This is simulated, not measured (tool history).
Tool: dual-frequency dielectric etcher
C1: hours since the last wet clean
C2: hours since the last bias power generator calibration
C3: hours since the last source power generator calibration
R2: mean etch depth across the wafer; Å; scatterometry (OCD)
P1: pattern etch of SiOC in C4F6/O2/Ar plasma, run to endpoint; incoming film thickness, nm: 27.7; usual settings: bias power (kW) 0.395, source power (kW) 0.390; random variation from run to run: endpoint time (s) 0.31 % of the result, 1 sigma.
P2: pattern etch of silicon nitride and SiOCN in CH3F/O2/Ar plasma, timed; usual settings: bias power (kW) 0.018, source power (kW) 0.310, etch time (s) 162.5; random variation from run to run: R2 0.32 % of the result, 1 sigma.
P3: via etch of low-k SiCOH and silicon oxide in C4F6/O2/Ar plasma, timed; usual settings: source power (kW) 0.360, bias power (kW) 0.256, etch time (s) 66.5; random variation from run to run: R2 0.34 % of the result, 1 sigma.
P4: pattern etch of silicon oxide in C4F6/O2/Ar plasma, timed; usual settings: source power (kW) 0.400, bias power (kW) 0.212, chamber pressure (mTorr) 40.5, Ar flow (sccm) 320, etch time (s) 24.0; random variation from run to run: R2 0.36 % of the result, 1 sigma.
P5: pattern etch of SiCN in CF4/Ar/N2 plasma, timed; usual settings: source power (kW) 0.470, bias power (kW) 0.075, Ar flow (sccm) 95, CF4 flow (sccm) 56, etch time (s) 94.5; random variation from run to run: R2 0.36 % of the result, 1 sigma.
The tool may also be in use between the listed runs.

run 1 hour=8.9 | process_that_ran=P1 bias_power_(kW)=0.395 source_power_(kW)=0.390 | C1=209.9 C2=435.9 C3=2762.8 | endpoint_time_(s)=10.3220
run 2 hour=26.3 | process_that_ran=P1 bias_power_(kW)=0.395 source_power_(kW)=0.390 | C1=227.3 C2=453.3 C3=2780.2 | endpoint_time_(s)=10.2970
run 3 hour=37.3 | process_that_ran=P3 bias_power_(kW)=0.256 source_power_(kW)=0.440 etch_time_(s)=66.5 | C1=238.3 C2=464.3 C3=2791.2 | R2=2020.10
run 4 hour=50.2 | process_that_ran=P5 bias_power_(kW)=0.075 source_power_(kW)=0.470 etch_time_(s)=94.5 Ar_flow_(sccm)=95 CF4_flow_(sccm)=43 | C1=251.2 C2=477.2 C3=2804.1 | R2=762.46
run 5 hour=65.3 | process_that_ran=P2 bias_power_(kW)=0.018 source_power_(kW)=0.310 etch_time_(s)=241.0 | C1=266.3 C2=492.3 C3=2819.2 | R2=278.08
run 6 hour=77.2 | process_that_ran=P1 bias_power_(kW)=0.259 source_power_(kW)=0.390 | C1=278.2 C2=504.2 C3=2831.1 | endpoint_time_(s)=11.9150
run 7 hour=88.7 | process_that_ran=P2 bias_power_(kW)=0.018 source_power_(kW)=0.370 etch_time_(s)=162.5 | C1=289.7 C2=515.7 C3=2842.6 | R2=199.60
run 8 hour=102.7 | process_that_ran=P1 bias_power_(kW)=0.520 source_power_(kW)=0.390 | C1=303.7 C2=529.7 C3=2856.6 | endpoint_time_(s)=9.2757
run 9 hour=118.5 | process_that_ran=P3 bias_power_(kW)=0.256 source_power_(kW)=0.360 etch_time_(s)=99.5 | C1=319.5 C2=545.5 C3=2872.4 | R2=2815.30
run 10 hour=135.1 | process_that_ran=P4 bias_power_(kW)=0.212 source_power_(kW)=0.400 etch_time_(s)=24.0 Ar_flow_(sccm)=397 chamber_pressure_(mTorr)=40.5 | C1=336.1 C2=562.1 C3=2889.0 | R2=730.95
run 11 hour=144.6 | process_that_ran=P5 bias_power_(kW)=0.075 source_power_(kW)=0.470 etch_time_(s)=94.5 Ar_flow_(sccm)=95 CF4_flow_(sccm)=56 | C1=345.6 C2=571.6 C3=2898.5 | R2=793.59
run 12 hour=160.0 | process_that_ran=P5 bias_power_(kW)=0.075 source_power_(kW)=0.470 etch_time_(s)=65.0 Ar_flow_(sccm)=95 CF4_flow_(sccm)=56 | C1=361.0 C2=587.0 C3=2913.9 | R2=549.09
-- hour=166.3 bias power generator calibrated
run 13 hour=171.4 | process_that_ran=P5 bias_power_(kW)=0.048 source_power_(kW)=0.470 etch_time_(s)=94.5 Ar_flow_(sccm)=95 CF4_flow_(sccm)=56 | C1=372.4 C2=5.1 C3=2925.3 | R2=686.05
run 14 hour=186.4 | process_that_ran=P1 bias_power_(kW)=0.395 source_power_(kW)=0.390 | C1=387.4 C2=20.1 C3=2940.3 | endpoint_time_(s)=10.3500
run 15 hour=198.6 | process_that_ran=P3 bias_power_(kW)=0.157 source_power_(kW)=0.360 etch_time_(s)=66.5 | C1=399.6 C2=32.3 C3=2952.5 | R2=1605.10
run 16 hour=215.2 | process_that_ran=P4 bias_power_(kW)=0.212 source_power_(kW)=0.400 etch_time_(s)=24.0 Ar_flow_(sccm)=320 chamber_pressure_(mTorr)=57.5 | C1=416.2 C2=48.9 C3=2969.1 | R2=714.01
run 17 hour=224.4 | process_that_ran=P5 bias_power_(kW)=0.075 source_power_(kW)=0.640 etch_time_(s)=94.5 Ar_flow_(sccm)=95 CF4_flow_(sccm)=56 | C1=425.4 C2=58.1 C3=2978.3 | R2=1047.90
run 18 hour=241.4 | process_that_ran=P2 bias_power_(kW)=0.022 source_power_(kW)=0.310 etch_time_(s)=162.5 | C1=442.4 C2=75.1 C3=2995.3 | R2=204.83
run 19 hour=257.2 | process_that_ran=P4 bias_power_(kW)=0.212 source_power_(kW)=0.400 etch_time_(s)=24.0 Ar_flow_(sccm)=320 chamber_pressure_(mTorr)=40.5 | C1=458.2 C2=90.9 C3=3011.1 | R2=748.09
run 20 hour=267.5 | process_that_ran=P1 bias_power_(kW)=0.395 source_power_(kW)=0.260 | C1=468.5 C2=101.2 C3=3021.4 | endpoint_time_(s)=11.9660
run 21 hour=283.6 | process_that_ran=P1 bias_power_(kW)=0.523 source_power_(kW)=0.280 | C1=484.6 C2=117.3 C3=3037.5 | endpoint_time_(s)=10.5270
run 22 hour=292.2 | process_that_ran=P1 bias_power_(kW)=0.395 source_power_(kW)=0.390 | C1=493.2 C2=125.9 C3=3046.1 | endpoint_time_(s)=10.2700
run 23 hour=303.1 | process_that_ran=P4 bias_power_(kW)=0.288 source_power_(kW)=0.400 etch_time_(s)=24.0 Ar_flow_(sccm)=320 chamber_pressure_(mTorr)=40.5 | C1=504.1 C2=136.8 C3=3057.0 | R2=831.43
run 24 hour=313.5 | process_that_ran=P1 bias_power_(kW)=0.395 source_power_(kW)=0.520 | C1=514.5 C2=147.2 C3=3067.4 | endpoint_time_(s)=9.1929
run 25 hour=330.7 | process_that_ran=P4 bias_power_(kW)=0.212 source_power_(kW)=0.480 etch_time_(s)=24.0 Ar_flow_(sccm)=320 chamber_pressure_(mTorr)=40.5 | C1=531.7 C2=164.4 C3=3084.6 | R2=800.26
run 26 hour=344.0 | process_that_ran=P5 bias_power_(kW)=0.075 source_power_(kW)=0.470 etch_time_(s)=94.5 Ar_flow_(sccm)=61 CF4_flow_(sccm)=56 | C1=545.0 C2=177.7 C3=3097.9 | R2=845.85

Run 27 comes next. What will it give?
run 27 hour=352.8 | process_that_ran=P1 bias_power_(kW)=0.507 source_power_(kW)=0.520 | C1=553.8 C2=186.5 C3=3106.7 | endpoint_time_(s)=?

{"run 27": {"endpoint time (s)": 8.4392}}
